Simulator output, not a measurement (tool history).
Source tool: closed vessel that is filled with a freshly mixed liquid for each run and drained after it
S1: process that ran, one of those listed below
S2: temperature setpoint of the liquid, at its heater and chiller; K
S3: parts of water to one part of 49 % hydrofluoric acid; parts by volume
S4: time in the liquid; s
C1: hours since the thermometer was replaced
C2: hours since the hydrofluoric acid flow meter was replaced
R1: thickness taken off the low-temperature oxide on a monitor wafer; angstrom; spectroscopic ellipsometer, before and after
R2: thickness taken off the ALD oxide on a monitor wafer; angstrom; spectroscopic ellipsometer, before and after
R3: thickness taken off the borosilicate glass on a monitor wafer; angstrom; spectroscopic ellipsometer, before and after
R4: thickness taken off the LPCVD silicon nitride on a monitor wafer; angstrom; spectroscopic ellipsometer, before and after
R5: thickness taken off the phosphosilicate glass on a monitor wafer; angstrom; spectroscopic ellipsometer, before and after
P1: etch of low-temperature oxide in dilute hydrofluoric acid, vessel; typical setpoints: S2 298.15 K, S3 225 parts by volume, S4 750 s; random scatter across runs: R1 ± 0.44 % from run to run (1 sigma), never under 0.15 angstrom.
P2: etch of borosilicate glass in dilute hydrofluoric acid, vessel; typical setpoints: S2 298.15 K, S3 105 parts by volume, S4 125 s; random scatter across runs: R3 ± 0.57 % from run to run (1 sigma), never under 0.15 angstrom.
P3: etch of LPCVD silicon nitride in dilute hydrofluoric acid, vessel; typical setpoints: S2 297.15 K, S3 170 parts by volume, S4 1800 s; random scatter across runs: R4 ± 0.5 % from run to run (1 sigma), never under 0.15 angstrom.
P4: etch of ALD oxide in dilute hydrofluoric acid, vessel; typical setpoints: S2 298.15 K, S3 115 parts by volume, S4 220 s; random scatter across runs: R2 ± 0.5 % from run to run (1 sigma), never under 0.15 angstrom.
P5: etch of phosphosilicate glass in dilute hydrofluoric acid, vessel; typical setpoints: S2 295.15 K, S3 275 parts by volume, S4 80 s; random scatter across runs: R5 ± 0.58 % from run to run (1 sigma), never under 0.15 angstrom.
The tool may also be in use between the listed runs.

run,hour,S1,S2,S3,S4,C1,C2,R1,R2,R3,R4,R5
1,16.6,P1,298.15,225,750,307.9,183.4,555.69,,,,
2,28.1,P4,298.15,115,30,319.4,194.9,,63.791,,,
3,35.9,P1,298.15,225,750,327.2,202.7,555.00,,,,
4,51.5,P2,298.15,145,125,342.8,218.3,,,351.53,,
5,68.1,P3,297.15,170,1800,359.4,234.9,,,,61.210,
6,84.0,P1,291.65,225,750,375.3,250.8,435.70,,,,
7,94.9,P1,298.15,225,750,386.2,261.7,557.97,,,,
8,107.0,P2,298.15,105,125,398.3,273.8,,,505.05,,
9,120.6,P2,305.15,105,125,411.9,287.4,,,654.01,,
10,130.9,P1,304.15,340,750,422.2,297.7,396.07,,,,
11,141.9,P1,298.15,225,750,433.2,308.7,554.98,,,,
12,156.0,P5,291.15,275,80,447.3,322.8,,,,,259.72
13,168.5,P5,295.15,275,80,459.8,335.3,,,,,302.23
14,181.4,P1,298.15,225,750,472.7,348.2,554.48,,,,
15,196.4,P1,298.15,225,750,487.7,363.2,558.58,,,,
16,204.0,P1,298.15,225,1095,495.3,370.8,809.63,,,,
17,214.3,P1,298.15,360,1385,505.6,381.1,556.93,,,,
18,230.2,P5,295.15,400,80,521.5,397.0,,,,,184.88
19,242.0,P1,302.15,225,750,533.3,408.8,640.66,,,,
20,256.8,P4,298.15,195,220,548.1,423.6,,253.040,,,
21,269.2,P5,295.15,275,80,560.5,436.0,,,,,299.65
22,285.9,P4,298.15,115,220,577.2,452.7,,465.240,,,
23,301.9,P4,293.15,115,220,593.2,468.7,,383.200,,,
24,316.0,P1,298.15,225,400,607.3,482.8,298.57,,,,
25,332.9,P1,298.15,320,1385,624.2,499.7,656.52,,,,
26,348.2,P1,298.15,125,750,639.5,515.0,1121.30,,,,
27,362.5,P2,298.15,105,195,653.8,529.3,,,793.44,,
28,372.0,P1,298.15,365,750,663.3,538.8,297.46,,,,
# hour 383.6: thermometer replaced
29,385.1,P5,295.15,275,150,1.5,551.9,,,,,567.96
30,395.7,P3,297.15,170,490,12.1,562.5,,,,16.882,
31,404.0,P3,304.15,170,1800,20.4,570.8,,,,93.991,
32,413.9,P3,297.15,50,1800,30.3,580.7,,,,203.430,
33,430.0,P1,298.15,225,750,46.4,596.8,556.49,,,,
34,446.5,P1,298.15,225,750,62.9,613.3,541.11,,,,
35,463.1,P1,298.15,225,750,79.5,629.9,533.24,,,,
36,479.6,P1,298.15,225,750,96.0,646.4,530.44,,,,
37,487.8,P1,298.15,225,750,104.2,654.6,531.17,,,,
38,504.0,P1,298.15,225,750,120.4,670.8,527.01,,,,
39,515.1,P1,298.15,225,750,131.5,681.9,523.98,,,,
40,531.9,P1,298.15,225,750,148.3,698.7,523.38,,,,
41,544.3,P1,298.15,225,750,160.7,711.1,523.05,,,,
42,552.3,P1,298.15,225,750,168.7,719.1,528.49,,,,
43,567.0,P1,298.15,225,750,183.4,733.8,523.06,,,,

The output of P1 has drifted from where it used to be. Each of the 2 causes below, taken at the size shown beside it, accounts for the log equally well:
A: hydrofluoric acid flow below the setpoint (%) = 4.51
B: liquid colder than its thermometer reads (K) = 1.59
The onset of the drift is placed at about hour 430.0.

Question marks stand in for the results of the 4 check runs listed below, each run on one wafer. Under which run would the listed causes show clearly different results?
check 1,581.7,P2,298.15,105,125,,,,,?,,
check 2,581.7,P5,295.15,275,80,,,,,,,?
check 3,581.7,P4,298.15,115,220,,,,?,,,
check 4,581.7,P3,297.15,170,1800,,,,,,?,

Check results expected under each cause:
check,result,if A,if B
check 1,R3,479.80,474.88
check 2,R5,284.55,284.69
check 3,R2,443.020,438.870
check 4,R4,58.029,54.826
Smallest distance between any two causes, each pair judged by its most separating result, in per cent: check 1 1.03 %; check 2 0.05 %; check 3 0.94 %; check 4 5.68 %
Of the check runs offered, only check 4 discriminates between the causes; the rest would read about the same regardless of which cause applies.

Running check 4 produced the following: R4 54.604 angstrom. Which one of the listed causes fits?

Of the candidate causes, it is B: liquid colder than its thermometer reads (K).
